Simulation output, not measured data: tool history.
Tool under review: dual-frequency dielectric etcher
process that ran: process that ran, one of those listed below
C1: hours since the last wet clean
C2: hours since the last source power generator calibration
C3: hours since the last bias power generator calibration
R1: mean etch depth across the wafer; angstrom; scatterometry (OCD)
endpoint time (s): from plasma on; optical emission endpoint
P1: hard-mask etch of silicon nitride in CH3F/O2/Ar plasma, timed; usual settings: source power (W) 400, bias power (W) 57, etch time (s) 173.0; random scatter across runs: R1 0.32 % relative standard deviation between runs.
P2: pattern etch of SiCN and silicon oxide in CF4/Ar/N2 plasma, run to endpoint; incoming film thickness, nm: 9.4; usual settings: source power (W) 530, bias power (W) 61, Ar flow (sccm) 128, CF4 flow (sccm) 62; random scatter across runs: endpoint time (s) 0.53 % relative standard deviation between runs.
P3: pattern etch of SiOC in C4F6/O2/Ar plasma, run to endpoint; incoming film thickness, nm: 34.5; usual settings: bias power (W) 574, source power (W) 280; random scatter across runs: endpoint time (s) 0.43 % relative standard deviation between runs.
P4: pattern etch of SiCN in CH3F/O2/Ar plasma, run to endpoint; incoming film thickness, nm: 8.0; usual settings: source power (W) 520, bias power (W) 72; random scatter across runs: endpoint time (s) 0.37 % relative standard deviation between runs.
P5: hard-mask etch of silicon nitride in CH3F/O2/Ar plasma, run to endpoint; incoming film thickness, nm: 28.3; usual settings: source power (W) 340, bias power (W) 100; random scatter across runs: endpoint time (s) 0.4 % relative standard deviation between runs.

Run 1, hour 12.2: process that ran P1, source power (W) 400, bias power (W) 57, etch time (s) 173.0; C1 204.7; C2 1475.4; C3 513.2. Result: R1 1136.00 angstrom.
Run 2, hour 25.4: process that ran P1, source power (W) 400, bias power (W) 57, etch time (s) 173.0; C1 217.9; C2 1488.6; C3 526.4. Result: R1 1137.10 angstrom.
Run 3, hour 35.7: process that ran P5, source power (W) 340, bias power (W) 134; C1 228.2; C2 1498.9; C3 536.7. Result: endpoint time (s) 34.350.
Run 4, hour 49.3: process that ran P5, source power (W) 440, bias power (W) 100; C1 241.8; C2 1512.5; C3 550.3. Result: endpoint time (s) 34.886.
Run 5, hour 63.3: process that ran P1, source power (W) 400, bias power (W) 45, etch time (s) 137.5; C1 255.8; C2 1526.5; C3 564.3. Result: R1 840.04 angstrom.
Run 6, hour 79.3: process that ran P2, source power (W) 530, bias power (W) 61, Ar flow (sccm) 128, CF4 flow (sccm) 62; C1 271.8; C2 1542.5; C3 580.3. Result: endpoint time (s) 10.798.
Run 7, hour 95.1: process that ran P3, source power (W) 190, bias power (W) 574; C1 287.6; C2 1558.3; C3 596.1. Result: endpoint time (s) 14.433.
Run 8, hour 109.0: process that ran P2, source power (W) 330, bias power (W) 61, Ar flow (sccm) 128, CF4 flow (sccm) 62; C1 301.5; C2 1572.2; C3 610.0. Result: endpoint time (s) 16.370.
Run 9, hour 117.7: process that ran P1, source power (W) 400, bias power (W) 57, etch time (s) 173.0; C1 310.2; C2 1580.9; C3 618.7. Result: R1 1129.80 angstrom.
Run 10, hour 128.8: process that ran P1, source power (W) 400, bias power (W) 57, etch time (s) 219.5; C1 321.3; C2 1592.0; C3 629.8. Result: R1 1445.50 angstrom.
Run 11, hour 140.6: process that ran P1, source power (W) 280, bias power (W) 38, etch time (s) 173.0; C1 333.1; C2 1603.8; C3 641.6. Result: R1 869.80 angstrom.
Run 12, hour 154.3: process that ran P1, source power (W) 310, bias power (W) 57, etch time (s) 173.0; C1 346.8; C2 1617.5; C3 655.3. Result: R1 1026.90 angstrom.
At hour 160.9: bias power generator calibrated.
Run 13, hour 163.2: process that ran P5, source power (W) 340, bias power (W) 100; C1 355.7; C2 1626.4; C3 2.4. Result: endpoint time (s) 38.101.
Run 14, hour 178.2: process that ran P1, source power (W) 400, bias power (W) 57, etch time (s) 173.0; C1 370.7; C2 1641.4; C3 17.4. Result: R1 1141.00 angstrom.
Run 15, hour 187.3: process that ran P5, source power (W) 340, bias power (W) 100; C1 379.8; C2 1650.5; C3 26.5. Result: endpoint time (s) 38.053.
Run 16, hour 198.9: process that ran P2, source power (W) 530, bias power (W) 61, Ar flow (sccm) 84, CF4 flow (sccm) 62; C1 391.4; C2 1662.1; C3 38.1. Result: endpoint time (s) 10.086.
Run 17, hour 210.5: process that ran P1, source power (W) 400, bias power (W) 57, etch time (s) 103.0; C1 403.0; C2 1673.7; C3 49.7. Result: R1 677.24 angstrom.
Run 18, hour 225.7: process that ran P2, source power (W) 530, bias power (W) 43, Ar flow (sccm) 128, CF4 flow (sccm) 62; C1 418.2; C2 1688.9; C3 64.9. Result: endpoint time (s) 12.112.
Run 19, hour 242.0: process that ran P4, source power (W) 520, bias power (W) 43; C1 434.5; C2 1705.2; C3 81.2. Result: endpoint time (s) 22.435.
Run 20, hour 255.8: process that ran P3, source power (W) 280, bias power (W) 466; C1 448.3; C2 1719.0; C3 95.0. Result: endpoint time (s) 13.578.
Run 21, hour 269.3: process that ran P1, source power (W) 400, bias power (W) 37, etch time (s) 173.0; C1 461.8; C2 1732.5; C3 108.5. Result: R1 996.10 angstrom.
Run 22, hour 285.0: process that ran P4, source power (W) 670, bias power (W) 72; C1 477.5; C2 1748.2; C3 124.2. Result: endpoint time (s) 17.280.
Run 23, hour 293.5: process that ran P4, source power (W) 520, bias power (W) 72; C1 486.0; C2 1756.7; C3 132.7. Result: endpoint time (s) 19.014.
Run 24, hour 306.8: process that ran P4, source power (W) 520, bias power (W) 72; C1 499.3; C2 1770.0; C3 146.0. Result: endpoint time (s) 19.033.
Run 25, hour 316.4: process that ran P3, source power (W) 280, bias power (W) 574; C1 508.9; C2 1779.6; C3 155.6. Result: endpoint time (s) 12.613.
Run 26, hour 329.6: process that ran P1, source power (W) 400, bias power (W) 57, etch time (s) 173.0; C1 522.1; C2 1792.8; C3 168.8. Result: R1 1140.00 angstrom.
Run 27, hour 344.2: process that ran P1, source power (W) 400, bias power (W) 80, etch time (s) 173.0; C1 536.7; C2 1807.4; C3 183.4. Result: R1 1275.50 angstrom.
Run 28, hour 354.7: process that ran P1, source power (W) 560, bias power (W) 57, etch time (s) 173.0; C1 547.2; C2 1817.9; C3 193.9. Result: R1 1294.50 angstrom.
Run 29, hour 370.0: process that ran P2, source power (W) 530, bias power (W) 61, Ar flow (sccm) 128, CF4 flow (sccm) 43; C1 562.5; C2 1833.2; C3 209.2. Result: endpoint time (s) 11.595.
Run 30, hour 381.7: process that ran P1, source power (W) 400, bias power (W) 57, etch time (s) 173.0; C1 574.2; C2 1844.9; C3 220.9. Result: R1 1135.10 angstrom.
Run 31, hour 388.9: process that ran P1, source power (W) 400, bias power (W) 57, etch time (s) 173.0; C1 581.4; C2 1852.1; C3 228.1. Result: R1 1141.30 angstrom.
Run 32, hour 399.4: process that ran P1, source power (W) 400, bias power (W) 57, etch time (s) 173.0; C1 591.9; C2 1862.6; C3 238.6. Result: R1 1143.90 angstrom.
Run 33, hour 409.4: process that ran P1, source power (W) 400, bias power (W) 57, etch time (s) 173.0; C1 601.9; C2 1872.6; C3 248.6. Result: R1 1146.00 angstrom.
Run 34, hour 417.0: process that ran P1, source power (W) 400, bias power (W) 57, etch time (s) 173.0; C1 609.5; C2 1880.2; C3 256.2. Result: R1 1156.70 angstrom.
At hour 426.4: wet clean of the chamber.
Run 35, hour 426.9: process that ran P1, source power (W) 400, bias power (W) 57, etch time (s) 173.0; C1 0.5; C2 1890.1; C3 266.1. Result: R1 1153.30 angstrom.
Run 36, hour 434.8: process that ran P1, source power (W) 400, bias power (W) 57, etch time (s) 173.0; C1 8.4; C2 1898.0; C3 274.0. Result: R1 1154.10 angstrom.
Run 37, hour 447.2: process that ran P1, source power (W) 400, bias power (W) 57, etch time (s) 173.0; C1 20.8; C2 1910.4; C3 286.4. Result: R1 1147.70 angstrom.

Run 38 comes next. What will it give?
Run 38, hour 461.5: process that ran P1, source power (W) 400, bias power (W) 57, etch time (s) 173.0; C1 35.1; C2 1924.7; C3 300.7. Result: R1 ?.

{"run 38": {"R1": 1157.1}}

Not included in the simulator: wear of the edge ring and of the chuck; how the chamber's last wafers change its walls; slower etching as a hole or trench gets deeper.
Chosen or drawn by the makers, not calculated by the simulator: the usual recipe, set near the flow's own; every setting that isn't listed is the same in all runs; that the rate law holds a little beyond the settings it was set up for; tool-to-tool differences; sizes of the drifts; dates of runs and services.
